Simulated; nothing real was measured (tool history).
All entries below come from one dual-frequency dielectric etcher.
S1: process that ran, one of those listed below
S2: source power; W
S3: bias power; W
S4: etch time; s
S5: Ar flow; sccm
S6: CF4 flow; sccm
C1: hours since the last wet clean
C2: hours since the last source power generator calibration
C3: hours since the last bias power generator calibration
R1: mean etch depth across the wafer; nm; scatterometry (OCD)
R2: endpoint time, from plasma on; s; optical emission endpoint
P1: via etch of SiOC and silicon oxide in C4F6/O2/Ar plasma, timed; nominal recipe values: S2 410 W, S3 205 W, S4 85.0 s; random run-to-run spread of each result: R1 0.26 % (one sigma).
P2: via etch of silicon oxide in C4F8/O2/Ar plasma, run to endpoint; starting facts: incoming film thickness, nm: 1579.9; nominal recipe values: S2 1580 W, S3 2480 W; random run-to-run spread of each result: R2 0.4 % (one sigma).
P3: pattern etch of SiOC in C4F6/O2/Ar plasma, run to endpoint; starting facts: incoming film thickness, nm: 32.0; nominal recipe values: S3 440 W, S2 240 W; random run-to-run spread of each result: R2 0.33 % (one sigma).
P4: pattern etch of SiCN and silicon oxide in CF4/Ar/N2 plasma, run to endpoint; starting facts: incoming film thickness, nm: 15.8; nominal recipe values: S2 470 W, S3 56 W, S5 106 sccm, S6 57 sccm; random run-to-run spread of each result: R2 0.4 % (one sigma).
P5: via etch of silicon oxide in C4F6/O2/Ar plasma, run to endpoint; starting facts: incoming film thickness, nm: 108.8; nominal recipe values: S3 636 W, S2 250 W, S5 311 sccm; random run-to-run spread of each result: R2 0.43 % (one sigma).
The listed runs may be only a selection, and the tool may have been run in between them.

Run 1, hour 16.7: S1 P1, S2 410 W, S3 205 W, S4 85.0 s; C1 257.7; C2 2339.0; C3 1767.4. Result: R1 99.573 nm.
Run 2, hour 35.4: S1 P3, S2 240 W, S3 440 W; C1 276.4; C2 2357.7; C3 1786.1. Result: R2 14.260 s.
Run 3, hour 47.0: S1 P1, S2 410 W, S3 205 W, S4 85.0 s; C1 288.0; C2 2369.3; C3 1797.7. Result: R1 99.715 nm.
Run 4, hour 58.1: S1 P1, S2 410 W, S3 276 W, S4 52.5 s; C1 299.1; C2 2380.4; C3 1808.8. Result: R1 68.139 nm.
Run 5, hour 68.0: S1 P5, S2 250 W, S3 636 W, S5 311 sccm; C1 309.0; C2 2390.3; C3 1818.7. Result: R2 26.302 s.
Run 6, hour 80.2: S1 P5, S2 250 W, S3 636 W, S5 429 sccm; C1 321.2; C2 2402.5; C3 1830.9. Result: R2 27.333 s.
Run 7, hour 92.7: S1 P1, S2 310 W, S3 205 W, S4 85.0 s; C1 333.7; C2 2415.0; C3 1843.4. Result: R1 89.495 nm.
Run 8, hour 104.4: S1 P2, S2 2250 W, S3 2480 W; C1 345.4; C2 2426.7; C3 1855.1. Result: R2 289.630 s.
Run 9, hour 117.7: S1 P3, S2 150 W, S3 440 W; C1 358.7; C2 2440.0; C3 1868.4. Result: R2 16.895 s.
Run 10, hour 130.4: S1 P1, S2 410 W, S3 205 W, S4 60.5 s; C1 371.4; C2 2452.7; C3 1881.1. Result: R1 70.529 nm.
Run 11, hour 146.3: S1 P4, S2 560 W, S3 56 W, S5 106 sccm, S6 57 sccm; C1 387.3; C2 2468.6; C3 1897.0. Result: R2 17.869 s.
Run 12, hour 156.9: S1 P1, S2 410 W, S3 205 W, S4 85.0 s; C1 397.9; C2 2479.2; C3 1907.6. Result: R1 99.873 nm.
Run 13, hour 170.9: S1 P4, S2 470 W, S3 56 W, S5 106 sccm, S6 45 sccm; C1 411.9; C2 2493.2; C3 1921.6. Result: R2 21.919 s.
Run 14, hour 182.7: S1 P4, S2 470 W, S3 36 W, S5 106 sccm, S6 57 sccm; C1 423.7; C2 2505.0; C3 1933.4. Result: R2 23.973 s.
Run 15, hour 201.1: S1 P2, S2 1580 W, S3 1515 W; C1 442.1; C2 2523.4; C3 1951.8. Result: R2 386.000 s.
Run 16, hour 211.8: S1 P1, S2 410 W, S3 205 W, S4 85.0 s; C1 452.8; C2 2534.1; C3 1962.5. Result: R1 99.828 nm.
Run 17, hour 226.4: S1 P5, S2 160 W, S3 636 W, S5 311 sccm; C1 467.4; C2 2548.7; C3 1977.1. Result: R2 30.796 s.
Run 18, hour 242.5: S1 P2, S2 1580 W, S3 2480 W; C1 483.5; C2 2564.8; C3 1993.2. Result: R2 332.550 s.
Run 19, hour 251.4: S1 P5, S2 250 W, S3 380 W, S5 311 sccm; C1 492.4; C2 2573.7; C3 2002.1. Result: R2 31.688 s.
Run 20, hour 260.6: S1 P4, S2 470 W, S3 56 W, S5 63 sccm, S6 57 sccm; C1 501.6; C2 2582.9; C3 2011.3. Result: R2 19.243 s.
Run 21, hour 278.7: S1 P1, S2 410 W, S3 273 W, S4 85.0 s; C1 519.7; C2 2601.0; C3 2029.4. Result: R1 109.440 nm.
Run 22, hour 293.5: S1 P1, S2 410 W, S3 140 W, S4 85.0 s; C1 534.5; C2 2615.8; C3 2044.2. Result: R1 87.985 nm.
Run 23, hour 308.7: S1 P4, S2 470 W, S3 56 W, S5 106 sccm, S6 57 sccm; C1 549.7; C2 2631.0; C3 2059.4. Result: R2 20.953 s.
Run 24, hour 320.2: S1 P3, S2 240 W, S3 621 W; C1 561.2; C2 2642.5; C3 2070.9. Result: R2 12.495 s.
Run 25, hour 330.3: S1 P3, S2 240 W, S3 440 W; C1 571.3; C2 2652.6; C3 2081.0. Result: R2 14.191 s.
Run 26, hour 341.7: S1 P2, S2 1580 W, S3 2480 W; C1 582.7; C2 2664.0; C3 2092.4. Result: R2 335.660 s.
Run 27, hour 354.3: S1 P1, S2 490 W, S3 205 W, S4 85.0 s; C1 595.3; C2 2676.6; C3 2105.0. Result: R1 106.300 nm.
Run 28, hour 367.6: S1 P1, S2 410 W, S3 205 W, S4 85.0 s; C1 608.6; C2 2689.9; C3 2118.3. Result: R1 99.561 nm.
Run 29, hour 379.8: S1 P1, S2 410 W, S3 205 W, S4 126.0 s; C1 620.8; C2 2702.1; C3 2130.5. Result: R1 147.400 nm.
Run 30, hour 396.9: S1 P1, S2 410 W, S3 205 W, S4 85.0 s; C1 637.9; C2 2719.2; C3 2147.6. Result: R1 99.251 nm.
Run 31, hour 414.5: S1 P1, S2 410 W, S3 205 W, S4 85.0 s; C1 655.5; C2 2736.8; C3 2165.2. Result: R1 99.106 nm.
Run 32, hour 424.0: S1 P1, S2 410 W, S3 205 W, S4 85.0 s; C1 665.0; C2 2746.3; C3 2174.7. Result: R1 99.587 nm.
Run 33, hour 437.7: S1 P1, S2 410 W, S3 205 W, S4 85.0 s; C1 678.7; C2 2760.0; C3 2188.4. Result: R1 100.320 nm.
Run 34, hour 449.5: S1 P1, S2 410 W, S3 205 W, S4 85.0 s; C1 690.5; C2 2771.8; C3 2200.2. Result: R1 100.670 nm.
Run 35, hour 461.7: S1 P1, S2 410 W, S3 205 W, S4 85.0 s; C1 702.7; C2 2784.0; C3 2212.4. Result: R1 100.680 nm.
Run 36, hour 479.9: S1 P1, S2 410 W, S3 205 W, S4 85.0 s; C1 720.9; C2 2802.2; C3 2230.6. Result: R1 100.220 nm.
At hour 488.7: wet clean of the chamber.
Run 37, hour 494.6: S1 P1, S2 410 W, S3 205 W, S4 85.0 s; C1 5.9; C2 2816.9; C3 2245.3. Result: R1 100.180 nm.
Run 38, hour 507.2: S1 P1, S2 410 W, S3 205 W, S4 85.0 s; C1 18.5; C2 2829.5; C3 2257.9. Result: R1 100.930 nm.
Run 39, hour 516.1: S1 P1, S2 410 W, S3 205 W, S4 85.0 s; C1 27.4; C2 2838.4; C3 2266.8. Result: R1 101.120 nm.

The log shows P1 creeping away from where it was. Any of the 2 causes listed here, at the size stated for it, fits the log just as well as the others:
A: source power that arrives over what is set, % = 3.5
B: bias power that arrives over what is set, % = 4.08
The gradual shift began around hour 414.5.
Why every other cause is out:
chamber walls in a state that raises the etch rate, %: serviced at hour 488.7, after the drift had started, without restoring the earlier output

You are offered 4 check runs, listed below with question marks in place of their results; each one averages 2 wafers. Which run separates the listed causes by giving clearly different results for each?
Run check 1, hour 525.0: S1 P4, S2 470 W, S3 36 W, S5 73 sccm, S6 57 sccm. Result: R2 ?.
Run check 2, hour 525.0: S1 P3, S2 150 W, S3 598 W. Result: R2 ?.
Run check 3, hour 525.0: S1 P5, S2 250 W, S3 636 W, S5 427 sccm. Result: R2 ?.
Run check 4, hour 525.0: S1 P2, S2 2120 W, S3 1570 W. Result: R2 ?.

What every check run would give for each of its results, assuming each possible cause in turn:
  check  result     if A     if B
check 1      R2   21.721   22.160
check 2      R2   14.835   14.782
check 3      R2   26.871   26.782
check 4      R2  335.070  336.130
Per-check spread between the two closest causes, in the result where they differ most: check 1 2 %; check 2 0.36 %; check 3 0.33 %; check 4 0.31 %
Only check 1 tells the causes apart: in the others they would give nearly the same result.

After running check 1, the following was obtained: R2 22.161 s. Which cause does this point to?

It was cause B: bias power that arrives over what is set, %.
